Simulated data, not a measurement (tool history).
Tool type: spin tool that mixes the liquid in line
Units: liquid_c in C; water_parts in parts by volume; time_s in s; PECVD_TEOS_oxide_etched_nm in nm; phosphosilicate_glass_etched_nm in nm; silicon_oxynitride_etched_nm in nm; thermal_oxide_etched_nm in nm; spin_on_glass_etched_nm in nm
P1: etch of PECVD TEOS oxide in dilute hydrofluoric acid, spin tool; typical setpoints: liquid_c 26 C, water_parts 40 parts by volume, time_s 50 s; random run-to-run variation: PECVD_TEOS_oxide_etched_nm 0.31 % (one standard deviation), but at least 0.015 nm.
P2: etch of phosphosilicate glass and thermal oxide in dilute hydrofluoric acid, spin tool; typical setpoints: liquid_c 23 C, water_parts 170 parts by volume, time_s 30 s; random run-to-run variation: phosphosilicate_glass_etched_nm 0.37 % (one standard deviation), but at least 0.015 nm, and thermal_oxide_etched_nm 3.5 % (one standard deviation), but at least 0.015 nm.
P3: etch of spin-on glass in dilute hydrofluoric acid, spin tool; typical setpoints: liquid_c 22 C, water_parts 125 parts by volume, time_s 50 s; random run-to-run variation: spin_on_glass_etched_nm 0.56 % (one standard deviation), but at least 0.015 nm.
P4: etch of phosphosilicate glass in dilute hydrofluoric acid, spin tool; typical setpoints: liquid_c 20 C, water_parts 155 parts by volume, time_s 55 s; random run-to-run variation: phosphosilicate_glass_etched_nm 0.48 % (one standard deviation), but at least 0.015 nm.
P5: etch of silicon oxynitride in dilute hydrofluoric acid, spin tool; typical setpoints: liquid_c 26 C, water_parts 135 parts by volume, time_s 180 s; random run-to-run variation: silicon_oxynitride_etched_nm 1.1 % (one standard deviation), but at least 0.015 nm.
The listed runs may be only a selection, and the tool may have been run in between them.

run	hour	process	liquid_c	water_parts	time_s	hours since the thermometer was replaced	hours since the hydrofluoric acid flow meter was replaced	PECVD_TEOS_oxide_etched_nm	phosphosilicate_glass_etched_nm	silicon_oxynitride_etched_nm	thermal_oxide_etched_nm	spin_on_glass_etched_nm
1	9.6	P1	26	40	50	1183.2	311.6	35.339				
2	21.8	P1	26	40	50	1195.4	323.8	35.123				
3	31.5	P4	20	155	110	1205.1	333.5		113.87			
4	43.7	P5	26	135	330	1217.3	345.7			3.8064		
5	61	P1	26	40	25	1234.6	363	17.535				
6	75.4	P2	23	170	30	1249	377.4		30.299		0.78248	
7	83.5	P1	18.5	40	50	1257.1	385.5	25.593				
8	101.3	P4	17	155	55	1274.9	403.3		50.514			
9	111.8	P1	26	40	50	1285.4	413.8	34.881				
10	125.5	P2	23	170	60	1299.1	427.5		61.15		1.4351	
11	134.5	P2	30.5	170	30	1308.1	436.5		40.048		0.99046	
12	144.3	P2	23	310	30	1317.9	446.3		14.396		0.37457	
13	158.7	P5	26	135	180	1332.3	460.7			2.1401		
14	174.9	P1	26	60	50	1348.5	476.9	22.683				
15	186.9	P3	17	125	50	1360.5	488.9					11.169
16	201	P5	26	185	180	1374.6	503			1.4914		
17	218.4	P1	32	40	15	1392	520.4	13.313				
18	226.4	P5	19	135	180	1400	528.4			1.4945		
19	238.3	P1	26	40	50	1411.9	540.3	35.119				
20	248.4	P1	30.5	40	50	1422	550.4	42.134				
21	262.6	P3	22	125	50	1436.2	564.6					13.599
22	277.3	P3	22	200	50	1450.9	579.3					7.8307
23	293	P2	23	170	30	1466.6	595		30.5		0.7368	
24	302.9	P4	20	35	55	1476.5	604.9		289.54			
25	312.4	P4	20	155	55	1486	614.4		57.081			
26	328.3	P1	26	40	50	1501.9	630.3	35.102				
27	338.7	P1	26	40	50	1512.3	640.7	34.985				
28	350.2	P1	26	40	80	1523.8	652.2	55.786				
29	362.3	P3	22	125	85	1535.9	664.3					22.98
30	372.2	P1	26	20	50	1545.8	674.2	71.851				
31	382.2	P1	26	40	50	1555.8	684.2	35.055				
32	399.8	P1	26	40	50	1573.4	701.8	36.333				
33	416.9	P1	26	40	50	1590.5	718.9	36.766				
34	425.4	P1	26	40	50	1599	727.4	37.151				
35	436.2	P1	26	40	50	1609.8	738.2	37.573				

Run 36 comes next. What will it give?
36	445.3	P1	26	40	50	1618.9	747.3	?				

{"run 36": {"PECVD_TEOS_oxide_etched_nm": 37.616}}
